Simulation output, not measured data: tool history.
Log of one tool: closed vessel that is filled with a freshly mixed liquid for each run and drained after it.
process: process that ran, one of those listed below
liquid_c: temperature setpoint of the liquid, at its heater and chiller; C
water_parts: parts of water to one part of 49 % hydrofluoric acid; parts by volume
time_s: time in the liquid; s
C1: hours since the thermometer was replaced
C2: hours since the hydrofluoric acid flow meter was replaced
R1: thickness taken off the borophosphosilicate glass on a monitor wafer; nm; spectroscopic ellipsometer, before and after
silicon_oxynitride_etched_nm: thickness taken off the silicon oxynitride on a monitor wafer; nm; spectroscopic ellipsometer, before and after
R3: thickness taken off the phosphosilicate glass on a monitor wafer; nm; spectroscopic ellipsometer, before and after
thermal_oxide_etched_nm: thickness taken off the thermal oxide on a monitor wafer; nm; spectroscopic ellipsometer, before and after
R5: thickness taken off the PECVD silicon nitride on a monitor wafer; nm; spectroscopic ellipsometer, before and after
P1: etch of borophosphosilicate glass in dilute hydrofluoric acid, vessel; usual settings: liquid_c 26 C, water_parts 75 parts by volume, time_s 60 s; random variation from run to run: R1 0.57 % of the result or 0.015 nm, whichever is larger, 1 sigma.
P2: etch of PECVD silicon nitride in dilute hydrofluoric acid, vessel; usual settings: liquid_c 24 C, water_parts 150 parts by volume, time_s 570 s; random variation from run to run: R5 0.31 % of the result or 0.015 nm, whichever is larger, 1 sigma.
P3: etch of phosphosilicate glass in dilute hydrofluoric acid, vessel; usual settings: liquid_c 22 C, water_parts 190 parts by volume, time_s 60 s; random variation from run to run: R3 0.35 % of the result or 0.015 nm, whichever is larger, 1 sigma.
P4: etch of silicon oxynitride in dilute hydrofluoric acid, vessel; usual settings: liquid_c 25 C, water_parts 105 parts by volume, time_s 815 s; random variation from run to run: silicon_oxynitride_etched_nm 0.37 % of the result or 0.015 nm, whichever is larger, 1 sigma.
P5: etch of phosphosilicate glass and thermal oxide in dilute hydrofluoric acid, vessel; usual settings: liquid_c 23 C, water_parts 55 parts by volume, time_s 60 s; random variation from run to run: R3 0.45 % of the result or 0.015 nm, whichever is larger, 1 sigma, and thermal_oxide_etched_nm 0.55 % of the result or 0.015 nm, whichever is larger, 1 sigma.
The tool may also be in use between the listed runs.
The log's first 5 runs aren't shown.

Run 6, hour 19.3: process P1, liquid_c 26 C, water_parts 20 parts by volume, time_s 60 s; C1 1777.3; C2 479.6. Result: R1 261.27 nm.
Run 7, hour 21.5: process P5, liquid_c 23 C, water_parts 55 parts by volume, time_s 105 s; C1 1779.5; C2 481.8. Result: R3 130.89 nm, thermal_oxide_etched_nm 9.2491 nm.
Run 8, hour 24.7: process P2, liquid_c 32 C, water_parts 150 parts by volume, time_s 570 s; C1 1782.7; C2 485. Result: R5 20.081 nm.
Run 9, hour 28.2: process P3, liquid_c 28.5 C, water_parts 190 parts by volume, time_s 60 s; C1 1786.2; C2 488.5. Result: R3 68.097 nm.
Run 10, hour 32.6: process P5, liquid_c 17 C, water_parts 55 parts by volume, time_s 60 s; C1 1790.6; C2 492.9. Result: R3 58.325 nm, thermal_oxide_etched_nm 4.1188 nm.
Run 11, hour 34.5: process P1, liquid_c 20.5 C, water_parts 25 parts by volume, time_s 60 s; C1 1792.5; C2 494.8. Result: R1 164.03 nm.
Run 12, hour 38.7: process P3, liquid_c 22 C, water_parts 65 parts by volume, time_s 60 s; C1 1796.7; C2 499. Result: R3 180.49 nm.
Run 13, hour 42.3: process P4, liquid_c 25 C, water_parts 105 parts by volume, time_s 815 s; C1 1800.3; C2 502.6. Result: silicon_oxynitride_etched_nm 20.517 nm.
Run 14, hour 46.1: process P1, liquid_c 26 C, water_parts 75 parts by volume, time_s 60 s; C1 1804.1; C2 506.4. Result: R1 64.317 nm.
Run 15, hour 49.7: process P1, liquid_c 26 C, water_parts 75 parts by volume, time_s 60 s; C1 1807.7; C2 510. Result: R1 64.167 nm.
Run 16, hour 51.8: process P1, liquid_c 26 C, water_parts 75 parts by volume, time_s 60 s; C1 1809.8; C2 512.1. Result: R1 65.084 nm.
Run 17, hour 55.2: process P1, liquid_c 26 C, water_parts 105 parts by volume, time_s 30 s; C1 1813.2; C2 515.5. Result: R1 22.236 nm.
Run 18, hour 59: process P2, liquid_c 24 C, water_parts 150 parts by volume, time_s 570 s; C1 1817; C2 519.3. Result: R5 12.222 nm.
Run 19, hour 63.5: process P3, liquid_c 22 C, water_parts 190 parts by volume, time_s 30 s; C1 1821.5; C2 523.8. Result: R3 26.728 nm.
Run 20, hour 65.5: process P1, liquid_c 26 C, water_parts 75 parts by volume, time_s 30 s; C1 1823.5; C2 525.8. Result: R1 32.097 nm.
Run 21, hour 68.5: process P1, liquid_c 26 C, water_parts 110 parts by volume, time_s 60 s; C1 1826.5; C2 528.8. Result: R1 42.133 nm.
Run 22, hour 70.4: process P5, liquid_c 23 C, water_parts 55 parts by volume, time_s 60 s; C1 1828.4; C2 530.7. Result: R3 75.361 nm, thermal_oxide_etched_nm 5.3174 nm.
Run 23, hour 73.2: process P3, liquid_c 22 C, water_parts 190 parts by volume, time_s 60 s; C1 1831.2; C2 533.5. Result: R3 53.279 nm.
Run 24, hour 75.6: process P1, liquid_c 18 C, water_parts 75 parts by volume, time_s 60 s; C1 1833.6; C2 535.9. Result: R1 46.559 nm.
Run 25, hour 78.4: process P1, liquid_c 26 C, water_parts 75 parts by volume, time_s 95 s; C1 1836.4; C2 538.7. Result: R1 102.3 nm.
Run 26, hour 81.1: process P5, liquid_c 23 C, water_parts 35 parts by volume, time_s 60 s; C1 1839.1; C2 541.4. Result: R3 120.38 nm, thermal_oxide_etched_nm 8.5639 nm.
Run 27, hour 85.2: process P1, liquid_c 26 C, water_parts 75 parts by volume, time_s 60 s; C1 1843.2; C2 545.5. Result: R1 64.394 nm.

Forecast run 28:
Run 28, hour 89.2: process P4, liquid_c 25 C, water_parts 185 parts by volume, time_s 815 s; C1 1847.2; C2 549.5. Result: silicon_oxynitride_etched_nm ?.

silicon_oxynitride_etched_nm: 10.874 nm
